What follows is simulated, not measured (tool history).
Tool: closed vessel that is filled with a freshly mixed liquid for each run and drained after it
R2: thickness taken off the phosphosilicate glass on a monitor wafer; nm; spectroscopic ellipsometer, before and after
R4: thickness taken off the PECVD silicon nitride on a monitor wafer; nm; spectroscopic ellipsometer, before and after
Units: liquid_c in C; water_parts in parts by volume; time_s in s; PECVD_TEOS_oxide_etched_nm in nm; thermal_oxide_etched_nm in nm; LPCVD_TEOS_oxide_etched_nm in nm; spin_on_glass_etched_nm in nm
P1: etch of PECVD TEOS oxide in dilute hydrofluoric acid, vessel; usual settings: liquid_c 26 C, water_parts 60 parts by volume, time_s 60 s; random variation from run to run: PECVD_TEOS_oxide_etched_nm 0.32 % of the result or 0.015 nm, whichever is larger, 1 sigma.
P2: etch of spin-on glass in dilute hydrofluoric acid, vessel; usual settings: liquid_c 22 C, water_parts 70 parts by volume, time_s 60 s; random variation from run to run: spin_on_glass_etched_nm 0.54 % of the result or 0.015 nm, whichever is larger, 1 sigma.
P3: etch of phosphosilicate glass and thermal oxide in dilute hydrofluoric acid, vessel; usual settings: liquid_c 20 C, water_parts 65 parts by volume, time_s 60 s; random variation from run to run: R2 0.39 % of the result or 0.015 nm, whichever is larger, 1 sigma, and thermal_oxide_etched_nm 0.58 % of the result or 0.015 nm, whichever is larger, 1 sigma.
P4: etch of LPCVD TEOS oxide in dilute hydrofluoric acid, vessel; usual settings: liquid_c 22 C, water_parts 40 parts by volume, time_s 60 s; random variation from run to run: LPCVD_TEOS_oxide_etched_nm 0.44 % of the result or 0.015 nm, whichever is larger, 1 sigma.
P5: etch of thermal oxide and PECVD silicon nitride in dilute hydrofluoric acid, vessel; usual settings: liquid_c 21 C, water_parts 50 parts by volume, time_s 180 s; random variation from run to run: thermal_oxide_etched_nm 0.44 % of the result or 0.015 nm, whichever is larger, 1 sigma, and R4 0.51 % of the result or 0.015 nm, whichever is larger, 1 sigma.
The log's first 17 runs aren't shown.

run 18 hour=233 | process=P1 liquid_c=26 water_parts=60 time_s=60 | PECVD_TEOS_oxide_etched_nm=9.6175
run 19 hour=244.7 | process=P2 liquid_c=22 water_parts=70 time_s=30 | spin_on_glass_etched_nm=13.312
run 20 hour=259.3 | process=P5 liquid_c=17 water_parts=50 time_s=180 | thermal_oxide_etched_nm=13.941 R4=3.7478
run 21 hour=273.7 | process=P1 liquid_c=26 water_parts=95 time_s=60 | PECVD_TEOS_oxide_etched_nm=5.8402
run 22 hour=282.7 | process=P4 liquid_c=22 water_parts=40 time_s=100 | LPCVD_TEOS_oxide_etched_nm=70.574
run 23 hour=298.3 | process=P4 liquid_c=22 water_parts=40 time_s=60 | LPCVD_TEOS_oxide_etched_nm=42.35
run 24 hour=309.7 | process=P2 liquid_c=22 water_parts=125 time_s=60 | spin_on_glass_etched_nm=14.029
run 25 hour=321.8 | process=P1 liquid_c=26 water_parts=20 time_s=30 | PECVD_TEOS_oxide_etched_nm=15.283
run 26 hour=330.3 | process=P1 liquid_c=26 water_parts=60 time_s=105 | PECVD_TEOS_oxide_etched_nm=16.889
run 27 hour=346.2 | process=P1 liquid_c=20 water_parts=25 time_s=60 | PECVD_TEOS_oxide_etched_nm=18.861
run 28 hour=359.1 | process=P3 liquid_c=20 water_parts=65 time_s=30 | R2=51.053 thermal_oxide_etched_nm=1.9278
-- hour=365.3 thermometer replaced
run 29 hour=375 | process=P1 liquid_c=26 water_parts=60 time_s=30 | PECVD_TEOS_oxide_etched_nm=4.7973
run 30 hour=388.1 | process=P5 liquid_c=21 water_parts=50 time_s=180 | thermal_oxide_etched_nm=16.551 R4=4.9455
run 31 hour=400.8 | process=P2 liquid_c=22 water_parts=70 time_s=60 | spin_on_glass_etched_nm=26.531
run 32 hour=410.9 | process=P5 liquid_c=21 water_parts=50 time_s=180 | thermal_oxide_etched_nm=16.556 R4=4.98
run 33 hour=423.2 | process=P2 liquid_c=17 water_parts=70 time_s=60 | spin_on_glass_etched_nm=21.62

Forecast run 34:
run 34 hour=436.9 | process=P1 liquid_c=26 water_parts=60 time_s=60 | PECVD_TEOS_oxide_etched_nm=?

{"run 34": {"PECVD_TEOS_oxide_etched_nm": 9.6511}}

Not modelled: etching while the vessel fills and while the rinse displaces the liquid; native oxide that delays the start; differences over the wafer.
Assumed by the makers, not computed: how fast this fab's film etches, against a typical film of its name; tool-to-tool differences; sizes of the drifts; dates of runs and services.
